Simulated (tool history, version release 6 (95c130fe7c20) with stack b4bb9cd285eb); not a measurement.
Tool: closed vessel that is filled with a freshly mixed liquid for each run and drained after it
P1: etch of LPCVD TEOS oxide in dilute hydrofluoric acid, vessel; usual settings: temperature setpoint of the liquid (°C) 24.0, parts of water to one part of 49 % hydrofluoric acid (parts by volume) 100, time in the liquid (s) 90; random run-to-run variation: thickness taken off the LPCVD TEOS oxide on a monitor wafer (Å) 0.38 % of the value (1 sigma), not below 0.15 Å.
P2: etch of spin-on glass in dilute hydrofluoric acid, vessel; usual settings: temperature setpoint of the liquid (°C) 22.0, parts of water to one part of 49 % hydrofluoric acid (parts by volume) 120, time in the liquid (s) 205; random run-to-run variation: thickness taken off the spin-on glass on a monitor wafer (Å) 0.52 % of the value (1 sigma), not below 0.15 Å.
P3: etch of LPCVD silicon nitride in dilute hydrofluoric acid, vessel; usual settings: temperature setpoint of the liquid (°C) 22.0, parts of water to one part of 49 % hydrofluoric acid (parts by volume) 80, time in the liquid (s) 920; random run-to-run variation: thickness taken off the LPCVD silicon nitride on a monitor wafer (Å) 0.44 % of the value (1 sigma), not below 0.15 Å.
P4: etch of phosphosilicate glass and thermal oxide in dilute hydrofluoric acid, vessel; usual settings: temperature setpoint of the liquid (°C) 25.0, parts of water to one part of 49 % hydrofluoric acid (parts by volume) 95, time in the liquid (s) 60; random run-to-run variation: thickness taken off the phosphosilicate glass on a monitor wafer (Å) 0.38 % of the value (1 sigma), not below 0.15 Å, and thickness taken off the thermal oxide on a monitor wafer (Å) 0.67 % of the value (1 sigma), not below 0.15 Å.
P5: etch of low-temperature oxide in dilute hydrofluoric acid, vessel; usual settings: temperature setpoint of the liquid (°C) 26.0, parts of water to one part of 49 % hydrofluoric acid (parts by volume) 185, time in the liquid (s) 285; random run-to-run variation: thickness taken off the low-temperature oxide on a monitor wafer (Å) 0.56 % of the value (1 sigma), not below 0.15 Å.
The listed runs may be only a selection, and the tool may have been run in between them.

| run | hour | process that ran | temperature setpoint of the liquid (°C) | parts of water to one part of 49 % hydrofluoric acid (parts by volume) | time in the liquid (s) | hours since the thermometer was replaced | hours since the hydrofluoric acid flow meter was replaced | thickness taken off the LPCVD TEOS oxide on a monitor wafer (Å) | thickness taken off the LPCVD silicon nitride on a monitor wafer (Å) | thickness taken off the spin-on glass on a monitor wafer (Å) | thickness taken off the phosphosilicate glass on a monitor wafer (Å) | thickness taken off the thermal oxide on a monitor wafer (Å) | thickness taken off the low-temperature oxide on a monitor wafer (Å) |
|---|---|---|---|---|---|---|---|---|---|---|---|---|---|
| 1 | 5.9 | P1 | 24.0 | 100 | 90 | 87.2 | 702.9 | 150.68 |  |  |  |  |  |
| 2 | 15.9 | P1 | 28.5 | 135 | 90 | 97.2 | 712.9 | 126.10 |  |  |  |  |  |
| 3 | 26.4 | P3 | 22.0 | 80 | 1395 | 107.7 | 723.4 |  | 71.763 |  |  |  |  |
| 4 | 36.3 | P1 | 24.0 | 100 | 90 | 117.6 | 733.3 | 150.68 |  |  |  |  |  |
| 5 | 44.6 | P3 | 22.0 | 80 | 920 | 125.9 | 741.6 |  | 47.260 |  |  |  |  |
| 6 | 50.2 | P1 | 24.0 | 175 | 90 | 131.5 | 747.2 | 78.36 |  |  |  |  |  |
| 7 | 55.9 | P2 | 27.5 | 120 | 205 | 137.2 | 752.9 |  |  | 531.20 |  |  |  |
| 8 | 63.3 | P4 | 25.0 | 95 | 60 | 144.6 | 760.3 |  |  |  | 927.94 | 30.524 |  |
| 9 | 72.1 | P1 | 24.0 | 100 | 90 | 153.4 | 769.1 | 149.22 |  |  |  |  |  |
| 10 | 78.1 | P2 | 22.0 | 120 | 205 | 159.4 | 775.1 |  |  | 428.72 |  |  |  |
| 11 | 82.9 | P1 | 31.5 | 100 | 90 | 164.2 | 779.9 | 197.52 |  |  |  |  |  |
| 12 | 88.7 | P4 | 25.0 | 140 | 60 | 170.0 | 785.7 |  |  |  | 592.67 | 19.782 |  |
|  | 97.2 | thermometer replaced |
| 13 | 97.5 | P5 | 26.0 | 260 | 285 | 0.4 | 794.5 |  |  |  |  |  | 240.43 |
| 14 | 103.2 | P1 | 18.0 | 100 | 90 | 6.1 | 800.2 | 117.29 |  |  |  |  |  |
| 15 | 111.0 | P2 | 22.0 | 120 | 30 | 13.9 | 808.0 |  |  | 62.75 |  |  |  |
| 16 | 121.5 | P5 | 26.0 | 185 | 285 | 24.4 | 818.5 |  |  |  |  |  | 366.74 |
| 17 | 130.6 | P4 | 32.5 | 95 | 60 | 33.5 | 827.6 |  |  |  | 1230.90 | 41.126 |  |
| 18 | 138.5 | P5 | 32.5 | 185 | 285 | 41.4 | 835.5 |  |  |  |  |  | 459.14 |
| 19 | 147.7 | P4 | 25.0 | 95 | 95 | 50.6 | 844.7 |  |  |  | 1472.00 | 48.937 |  |

What does the tool deliver on the next run?
| 20 | 157.3 | P4 | 25.0 | 95 | 60 | 60.2 | 854.3 |  |  |  | ? | ? |  |

thickness taken off the phosphosilicate glass on a monitor wafer (Å): 930.88
thickness taken off the thermal oxide on a monitor wafer (Å): 30.909
